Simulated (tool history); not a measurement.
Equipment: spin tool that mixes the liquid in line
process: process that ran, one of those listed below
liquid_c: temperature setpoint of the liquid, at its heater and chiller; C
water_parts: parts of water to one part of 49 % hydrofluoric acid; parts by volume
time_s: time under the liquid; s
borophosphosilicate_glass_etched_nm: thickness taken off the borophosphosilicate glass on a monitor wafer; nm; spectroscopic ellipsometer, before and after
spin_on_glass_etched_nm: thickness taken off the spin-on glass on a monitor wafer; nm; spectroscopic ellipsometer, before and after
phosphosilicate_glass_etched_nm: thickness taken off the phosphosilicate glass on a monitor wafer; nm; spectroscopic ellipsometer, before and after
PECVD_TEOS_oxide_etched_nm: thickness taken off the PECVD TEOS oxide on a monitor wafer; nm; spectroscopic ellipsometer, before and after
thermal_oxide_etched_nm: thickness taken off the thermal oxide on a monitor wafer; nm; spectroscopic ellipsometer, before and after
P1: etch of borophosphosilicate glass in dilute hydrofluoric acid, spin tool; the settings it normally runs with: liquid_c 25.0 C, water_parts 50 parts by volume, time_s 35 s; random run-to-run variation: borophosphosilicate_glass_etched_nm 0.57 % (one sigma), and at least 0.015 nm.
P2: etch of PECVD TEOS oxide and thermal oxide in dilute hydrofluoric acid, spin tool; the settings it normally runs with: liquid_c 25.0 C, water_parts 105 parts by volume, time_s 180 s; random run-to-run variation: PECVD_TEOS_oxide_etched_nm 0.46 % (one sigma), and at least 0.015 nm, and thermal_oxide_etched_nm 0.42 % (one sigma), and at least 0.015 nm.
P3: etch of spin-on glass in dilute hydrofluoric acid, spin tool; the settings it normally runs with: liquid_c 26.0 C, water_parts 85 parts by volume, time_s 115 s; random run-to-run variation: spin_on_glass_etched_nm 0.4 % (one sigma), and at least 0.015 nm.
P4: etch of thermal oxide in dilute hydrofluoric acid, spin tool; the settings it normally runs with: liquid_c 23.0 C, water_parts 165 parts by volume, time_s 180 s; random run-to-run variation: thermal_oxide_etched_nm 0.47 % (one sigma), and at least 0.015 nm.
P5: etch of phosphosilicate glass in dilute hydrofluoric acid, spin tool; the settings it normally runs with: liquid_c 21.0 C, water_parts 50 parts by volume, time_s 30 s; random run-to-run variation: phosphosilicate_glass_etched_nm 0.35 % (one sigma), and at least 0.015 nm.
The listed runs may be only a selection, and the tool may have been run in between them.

| run | day | process | liquid_c | water_parts | time_s | hours since the thermometer was replaced | hours since the hydrofluoric acid flow meter was replaced | borophosphosilicate_glass_etched_nm | spin_on_glass_etched_nm | phosphosilicate_glass_etched_nm | PECVD_TEOS_oxide_etched_nm | thermal_oxide_etched_nm |
|---|---|---|---|---|---|---|---|---|---|---|---|---|
| 1 | 0.167 | P1 | 25.0 | 50 | 35 | 1565.8 | 907.6 | 32.824 |  |  |  |  |
| 2 | 0.333 | P3 | 26.0 | 85 | 115 | 1569.8 | 911.6 |  | 54.606 |  |  |  |
| 3 | 0.604 | P1 | 25.0 | 50 | 35 | 1576.3 | 918.1 | 32.922 |  |  |  |  |
| 4 | 0.875 | P1 | 25.0 | 50 | 15 | 1582.8 | 924.6 | 14.080 |  |  |  |  |
| 5 | 1.088 | P3 | 19.5 | 85 | 115 | 1587.9 | 929.7 |  | 42.085 |  |  |  |
| 6 | 1.275 | P5 | 21.0 | 80 | 30 | 1592.4 | 934.2 |  |  | 38.533 |  |  |
| 7 | 1.450 | P5 | 21.0 | 50 | 55 | 1596.6 | 938.4 |  |  | 117.450 |  |  |
| 8 | 1.692 | P3 | 26.0 | 85 | 115 | 1602.4 | 944.2 |  | 54.709 |  |  |  |
| 9 | 1.838 | P1 | 25.0 | 50 | 35 | 1605.9 | 947.7 | 33.312 |  |  |  |  |
| 10 | 1.967 | P1 | 25.0 | 20 | 35 | 1609.0 | 950.8 | 85.024 |  |  |  |  |
| 11 | 2.154 | P2 | 17.0 | 105 | 180 | 1613.5 | 955.3 |  |  |  | 13.610 | 6.0753 |
| 12 | 2.333 | P1 | 25.0 | 90 | 35 | 1617.8 | 959.6 | 17.501 |  |  |  |  |
| 13 | 2.471 | P4 | 23.0 | 165 | 180 | 1621.1 | 962.9 |  |  |  |  | 4.5634 |
| 14 | 2.604 | P4 | 23.0 | 165 | 345 | 1624.3 | 966.1 |  |  |  |  | 8.7753 |
| 15 | 2.875 | P1 | 31.5 | 50 | 20 | 1630.8 | 972.6 | 24.359 |  |  |  |  |
| 16 | 3.058 | P4 | 23.0 | 165 | 180 | 1635.2 | 977.0 |  |  |  |  | 4.6036 |
| 17 | 3.308 | P4 | 23.0 | 290 | 180 | 1641.2 | 983.0 |  |  |  |  | 2.3259 |
| 18 | 3.521 | P5 | 17.0 | 50 | 30 | 1646.3 | 988.1 |  |  | 54.291 |  |  |
| 19 | 3.767 | P5 | 21.0 | 50 | 30 | 1652.2 | 994.0 |  |  | 64.190 |  |  |
| 20 | 3.892 | P1 | 30.5 | 50 | 35 | 1655.2 | 997.0 | 41.387 |  |  |  |  |
| 21 | 4.083 | P1 | 25.0 | 50 | 35 | 1659.8 | 1001.6 | 32.803 |  |  |  |  |
| 22 | 4.317 | P2 | 25.0 | 105 | 180 | 1665.4 | 1007.2 |  |  |  | 18.713 | 8.4044 |
| 23 | 4.508 | P1 | 17.5 | 50 | 35 | 1670.0 | 1011.8 | 24.095 |  |  |  |  |
| 24 | 4.721 | P3 | 26.0 | 85 | 30 | 1675.1 | 1016.9 |  | 14.287 |  |  |  |
| 25 | 4.954 | P4 | 27.5 | 165 | 180 | 1680.7 | 1022.5 |  |  |  |  | 5.4510 |
| 26 | 5.121 | P1 | 25.0 | 50 | 35 | 1684.7 | 1026.5 | 33.095 |  |  |  |  |
| 27 | 5.312 | P2 | 25.0 | 30 | 180 | 1689.3 | 1031.1 |  |  |  | 73.180 | 32.2600 |
| 28 | 5.479 | P3 | 26.0 | 25 | 115 | 1693.3 | 1035.1 |  | 201.090 |  |  |  |
| 29 | 5.638 | P1 | 25.0 | 50 | 55 | 1697.1 | 1038.9 | 51.895 |  |  |  |  |
| 30 | 5.908 | P2 | 25.0 | 105 | 350 | 1703.6 | 1045.4 |  |  |  | 36.748 | 16.2650 |
| 31 | 6.175 | P1 | 21.0 | 50 | 15 | 1710.0 | 1051.8 | 11.839 |  |  |  |  |
| 32 | 6.442 | P1 | 25.0 | 50 | 35 | 1716.4 | 1058.2 | 33.480 |  |  |  |  |
| 33 | 6.592 | P1 | 25.0 | 50 | 35 | 1720.0 | 1061.8 | 31.975 |  |  |  |  |
| 34 | 6.833 | P1 | 25.0 | 50 | 35 | 1725.8 | 1067.6 | 31.029 |  |  |  |  |
| 35 | 7.046 | P1 | 25.0 | 50 | 35 | 1730.9 | 1072.7 | 30.679 |  |  |  |  |
| 36 | 7.238 | P1 | 25.0 | 50 | 35 | 1735.5 | 1077.3 | 30.262 |  |  |  |  |
| 37 | 7.458 | P1 | 25.0 | 50 | 35 | 1740.8 | 1082.6 | 30.038 |  |  |  |  |
| 38 | 7.675 | P1 | 25.0 | 50 | 35 | 1746.0 | 1087.8 | 30.288 |  |  |  |  |
| 39 | 7.942 | P1 | 25.0 | 50 | 35 | 1752.4 | 1094.2 | 30.008 |  |  |  |  |
| 40 | 8.121 | P1 | 25.0 | 50 | 35 | 1756.7 | 1098.5 | 29.707 |  |  |  |  |

Compared with where it was, what P1 gives has crept away. Each cause listed below fits the log as well as the rest, at the size given for it:
A: liquid colder than its thermometer reads (K) = 2.33
B: hydrofluoric acid flow below the setpoint (%) = 8.55
Onset of the creep was near day 6.442.

The list below offers 4 check runs, each averaging the results of 2 wafers, and shows each result as a question mark. For which of them would the listed causes give clearly different results?
| check 1 | 8.300 | P2 | 25.0 | 65 | 320 |  |  |  |  |  | ? | ? |
| check 2 | 8.300 | P4 | 23.0 | 285 | 330 |  |  |  |  |  |  | ? |
| check 3 | 8.300 | P3 | 21.5 | 60 | 115 |  |  |  | ? |  |  |  |
| check 4 | 8.300 | P5 | 21.0 | 75 | 55 |  |  |  |  | ? |  |  |

If the cause were each of the candidates in turn, the checks would give the following:
| check | result | if A | if B |
|---|---|---|---|
| check 1 | PECVD_TEOS_oxide_etched_nm | 51.820 | 51.687 |
| check 1 | thermal_oxide_etched_nm | 22.9950 | 22.9360 |
| check 2 | thermal_oxide_etched_nm | 3.9687 | 3.8477 |
| check 3 | spin_on_glass_etched_nm | 60.280 | 60.386 |
| check 4 | phosphosilicate_glass_etched_nm | 68.963 | 68.948 |
Smallest distance between any two causes, each pair judged by its most separating result, in per cent: check 1 0.26 %; check 2 3.1 %; check 3 0.18 %; check 4 0.02 %
Only check 2 tells the causes apart: in the others they would give nearly the same result.

Running check 2 produced the following: thermal_oxide_etched_nm 3.9814 nm. Which one of the listed causes fits?

Of the candidate causes, it is A: liquid colder than its thermometer reads (K).
